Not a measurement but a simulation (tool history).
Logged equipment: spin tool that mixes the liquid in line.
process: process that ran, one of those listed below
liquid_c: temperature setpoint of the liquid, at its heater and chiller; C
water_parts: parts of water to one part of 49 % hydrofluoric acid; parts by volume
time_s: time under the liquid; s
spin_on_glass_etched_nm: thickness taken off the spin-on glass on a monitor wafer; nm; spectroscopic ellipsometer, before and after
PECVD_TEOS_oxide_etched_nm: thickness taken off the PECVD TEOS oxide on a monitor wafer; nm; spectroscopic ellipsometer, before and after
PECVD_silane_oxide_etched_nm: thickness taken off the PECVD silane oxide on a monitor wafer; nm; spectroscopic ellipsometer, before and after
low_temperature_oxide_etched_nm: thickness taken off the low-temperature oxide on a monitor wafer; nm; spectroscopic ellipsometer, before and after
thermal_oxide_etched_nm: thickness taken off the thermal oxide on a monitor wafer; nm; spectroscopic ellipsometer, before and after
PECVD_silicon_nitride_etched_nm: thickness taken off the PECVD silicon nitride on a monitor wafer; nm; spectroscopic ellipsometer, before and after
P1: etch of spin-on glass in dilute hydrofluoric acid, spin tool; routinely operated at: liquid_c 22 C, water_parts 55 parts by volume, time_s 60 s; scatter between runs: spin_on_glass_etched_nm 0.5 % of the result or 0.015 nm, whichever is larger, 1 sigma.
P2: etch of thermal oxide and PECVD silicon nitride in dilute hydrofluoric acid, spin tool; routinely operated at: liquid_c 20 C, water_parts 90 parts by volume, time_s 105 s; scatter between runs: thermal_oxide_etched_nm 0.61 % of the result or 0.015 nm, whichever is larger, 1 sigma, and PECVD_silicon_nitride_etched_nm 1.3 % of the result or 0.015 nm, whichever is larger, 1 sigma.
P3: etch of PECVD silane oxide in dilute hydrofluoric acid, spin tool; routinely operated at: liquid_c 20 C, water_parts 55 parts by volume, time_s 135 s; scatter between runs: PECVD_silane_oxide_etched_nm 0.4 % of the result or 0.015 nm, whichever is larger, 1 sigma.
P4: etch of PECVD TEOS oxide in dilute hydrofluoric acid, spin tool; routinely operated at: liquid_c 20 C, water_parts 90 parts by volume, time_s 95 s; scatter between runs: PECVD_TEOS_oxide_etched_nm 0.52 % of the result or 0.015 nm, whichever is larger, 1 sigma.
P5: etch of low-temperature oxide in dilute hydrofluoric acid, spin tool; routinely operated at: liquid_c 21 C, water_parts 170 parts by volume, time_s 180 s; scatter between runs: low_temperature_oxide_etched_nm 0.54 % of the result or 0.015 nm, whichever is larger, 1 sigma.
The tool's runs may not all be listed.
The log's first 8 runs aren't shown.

run,day,process,liquid_c,water_parts,time_s,hours since the thermometer was replaced,hours since the hydrofluoric acid flow meter was replaced,spin_on_glass_etched_nm,PECVD_TEOS_oxide_etched_nm,PECVD_silane_oxide_etched_nm,low_temperature_oxide_etched_nm,thermal_oxide_etched_nm,PECVD_silicon_nitride_etched_nm
9,3.658,P2,20,90,105,609.8,609.8,,,,,4.7021,2.0315
10,3.892,P3,27.5,55,135,615.4,615.4,,,72.852,,,
11,4.404,P1,26,85,60,627.7,627.7,26.482,,,,,
12,4.842,P1,22,25,60,638.2,638.2,82.579,,,,,
13,5.262,P4,17,90,95,648.3,648.3,,7.0385,,,,
14,5.521,P1,22,55,60,654.5,654.5,36.298,,,,,
15,5.846,P2,20,90,105,662.3,662.3,,,,,4.7341,2.0677
16,6.312,P1,22,55,15,673.5,673.5,9.0157,,,,,
17,6.775,P1,28,80,60,684.6,684.6,30.726,,,,,
18,7.242,P3,20,55,135,695.8,695.8,,,52.972,,,
19,7.604,P5,21,170,180,704.5,704.5,,,,14.79,,
20,7.829,P1,27.5,95,60,709.9,709.9,24.764,,,,,
21,8.275,P1,22,85,60,720.6,720.6,22.702,,,,,
22,8.571,P1,22,55,60,727.7,727.7,36.433,,,,,
23,8.933,P5,28,170,180,736.4,736.4,,,,19.222,,
24,9.288,P4,20,90,35,744.9,744.9,,2.9247,,,,
25,9.617,P2,20,90,15,752.8,752.8,,,,,0.65125,0.25566
26,9.954,P5,21,170,310,760.9,760.9,,,,25.224,,
27,10.438,P3,20,55,15,772.5,772.5,,,5.9253,,,
28,10.746,P2,27.5,90,105,779.9,779.9,,,,,6.3751,3.3386
29,11.262,P1,22,55,60,792.3,792.3,36.273,,,,,
30,11.562,P4,20,90,95,799.5,799.5,,8.0416,,,,
31,11.812,P3,20,55,135,805.5,805.5,,,53.365,,,
32,12.196,P4,20,90,95,814.7,814.7,,7.9834,,,,

Run 33, settings as shown, results not yet in. Your forecast:
33,12.625,P2,20,40,105,825,825,,,,,?,?

Logged for run 33: thermal_oxide_etched_nm 11.398 nm, PECVD_silicon_nitride_etched_nm 4.5283 nm.
